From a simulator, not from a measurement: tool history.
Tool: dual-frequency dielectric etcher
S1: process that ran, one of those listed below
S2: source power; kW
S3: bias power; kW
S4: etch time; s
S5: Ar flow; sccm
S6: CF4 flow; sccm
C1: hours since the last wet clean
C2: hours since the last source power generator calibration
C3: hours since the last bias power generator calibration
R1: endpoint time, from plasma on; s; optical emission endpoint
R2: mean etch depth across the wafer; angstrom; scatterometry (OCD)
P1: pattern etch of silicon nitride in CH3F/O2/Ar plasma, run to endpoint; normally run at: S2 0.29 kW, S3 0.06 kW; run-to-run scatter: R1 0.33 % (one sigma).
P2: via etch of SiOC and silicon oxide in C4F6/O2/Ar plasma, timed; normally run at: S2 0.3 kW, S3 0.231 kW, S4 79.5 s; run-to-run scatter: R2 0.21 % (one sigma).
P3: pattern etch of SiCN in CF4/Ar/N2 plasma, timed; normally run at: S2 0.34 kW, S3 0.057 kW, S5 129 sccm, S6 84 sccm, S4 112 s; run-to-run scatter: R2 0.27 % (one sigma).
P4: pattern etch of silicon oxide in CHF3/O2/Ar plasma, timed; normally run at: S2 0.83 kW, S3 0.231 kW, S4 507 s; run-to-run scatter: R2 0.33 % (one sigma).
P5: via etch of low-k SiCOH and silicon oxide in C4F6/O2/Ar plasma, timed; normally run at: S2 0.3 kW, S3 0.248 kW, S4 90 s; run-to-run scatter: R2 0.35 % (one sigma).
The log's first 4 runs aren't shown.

{"run": 5, "hour": 30.8, "S1": "P3", "S2": 0.34, "S3": 0.057, "S4": 112, "S5": 129, "S6": 84, "C1": 232.9, "C2": 633.5, "C3": 552, "R2": 697.21}
{"run": 6, "hour": 38.5, "S1": "P2", "S2": 0.3, "S3": 0.231, "S4": 105.5, "C1": 240.6, "C2": 641.2, "C3": 559.7, "R2": 1175.7}
{"run": 7, "hour": 42.9, "S1": "P2", "S2": 0.3, "S3": 0.231, "S4": 79.5, "C1": 245, "C2": 645.6, "C3": 564.1, "R2": 883.91}
{"run": 8, "hour": 51.6, "S1": "P4", "S2": 0.66, "S3": 0.231, "S4": 507, "C1": 253.7, "C2": 654.3, "C3": 572.8, "R2": 11594}
{"run": 9, "hour": 58.6, "S1": "P1", "S2": 0.29, "S3": 0.06, "C1": 260.7, "C2": 661.3, "C3": 579.8, "R1": 34.026}
{"run": 10, "hour": 62.6, "S1": "P1", "S2": 0.29, "S3": 0.085, "C1": 264.7, "C2": 665.3, "C3": 583.8, "R1": 30.321}
{"run": 11, "hour": 69.8, "S1": "P1", "S2": 0.29, "S3": 0.06, "C1": 271.9, "C2": 672.5, "C3": 591, "R1": 34.195}
{"hour": 77.5, "done": "wet clean of the chamber"}
{"run": 12, "hour": 78.0, "S1": "P3", "S2": 0.23, "S3": 0.057, "S4": 112, "S5": 129, "S6": 84, "C1": 0.5, "C2": 680.7, "C3": 599.2, "R2": 495.72}
{"run": 13, "hour": 85.3, "S1": "P5", "S2": 0.3, "S3": 0.182, "S4": 90, "C1": 7.8, "C2": 688, "C3": 606.5, "R2": 2278.5}
{"run": 14, "hour": 94.4, "S1": "P2", "S2": 0.3, "S3": 0.319, "S4": 79.5, "C1": 16.9, "C2": 697.1, "C3": 615.6, "R2": 995.61}
{"run": 15, "hour": 101.3, "S1": "P1", "S2": 0.29, "S3": 0.06, "C1": 23.8, "C2": 704, "C3": 622.5, "R1": 34.252}
{"run": 16, "hour": 109.4, "S1": "P4", "S2": 0.83, "S3": 0.231, "S4": 507, "C1": 31.9, "C2": 712.1, "C3": 630.6, "R2": 12608}
{"run": 17, "hour": 116.2, "S1": "P1", "S2": 0.29, "S3": 0.06, "C1": 38.7, "C2": 718.9, "C3": 637.4, "R1": 34.127}
{"run": 18, "hour": 125.1, "S1": "P1", "S2": 0.29, "S3": 0.039, "C1": 47.6, "C2": 727.8, "C3": 646.3, "R1": 39.347}
{"run": 19, "hour": 133.3, "S1": "P5", "S2": 0.3, "S3": 0.248, "S4": 90, "C1": 55.8, "C2": 736, "C3": 654.5, "R2": 2514.7}
{"run": 20, "hour": 137.6, "S1": "P2", "S2": 0.3, "S3": 0.231, "S4": 79.5, "C1": 60.1, "C2": 740.3, "C3": 658.8, "R2": 887.23}
{"run": 21, "hour": 144.2, "S1": "P3", "S2": 0.34, "S3": 0.057, "S4": 65, "S5": 129, "S6": 84, "C1": 66.7, "C2": 746.9, "C3": 665.4, "R2": 403.53}
{"run": 22, "hour": 150.0, "S1": "P1", "S2": 0.41, "S3": 0.06, "C1": 72.5, "C2": 752.7, "C3": 671.2, "R1": 29.746}
{"run": 23, "hour": 157.0, "S1": "P5", "S2": 0.36, "S3": 0.248, "S4": 90, "C1": 79.5, "C2": 759.7, "C3": 678.2, "R2": 2684.6}
{"hour": 163.3, "done": "source power generator calibrated"}
{"run": 24, "hour": 163.5, "S1": "P1", "S2": 0.29, "S3": 0.06, "C1": 86, "C2": 0.2, "C3": 684.7, "R1": 34.268}
{"run": 25, "hour": 171.9, "S1": "P5", "S2": 0.3, "S3": 0.248, "S4": 90, "C1": 94.4, "C2": 8.6, "C3": 693.1, "R2": 2532.3}
{"run": 26, "hour": 176.9, "S1": "P1", "S2": 0.24, "S3": 0.04, "C1": 99.4, "C2": 13.6, "C3": 698.1, "R1": 41.955}
{"run": 27, "hour": 184.1, "S1": "P3", "S2": 0.34, "S3": 0.057, "S4": 112, "S5": 129, "S6": 104, "C1": 106.6, "C2": 20.8, "C3": 705.3, "R2": 720.41}

The next listed run, before its measurement:
{"run": 28, "hour": 192.9, "S1": "P3", "S2": 0.34, "S3": 0.068, "S4": 112, "S5": 129, "S6": 84, "C1": 115.4, "C2": 29.6, "C3": 714.1, "R2": "?"}

{"run 28": {"R2": 740.41}}
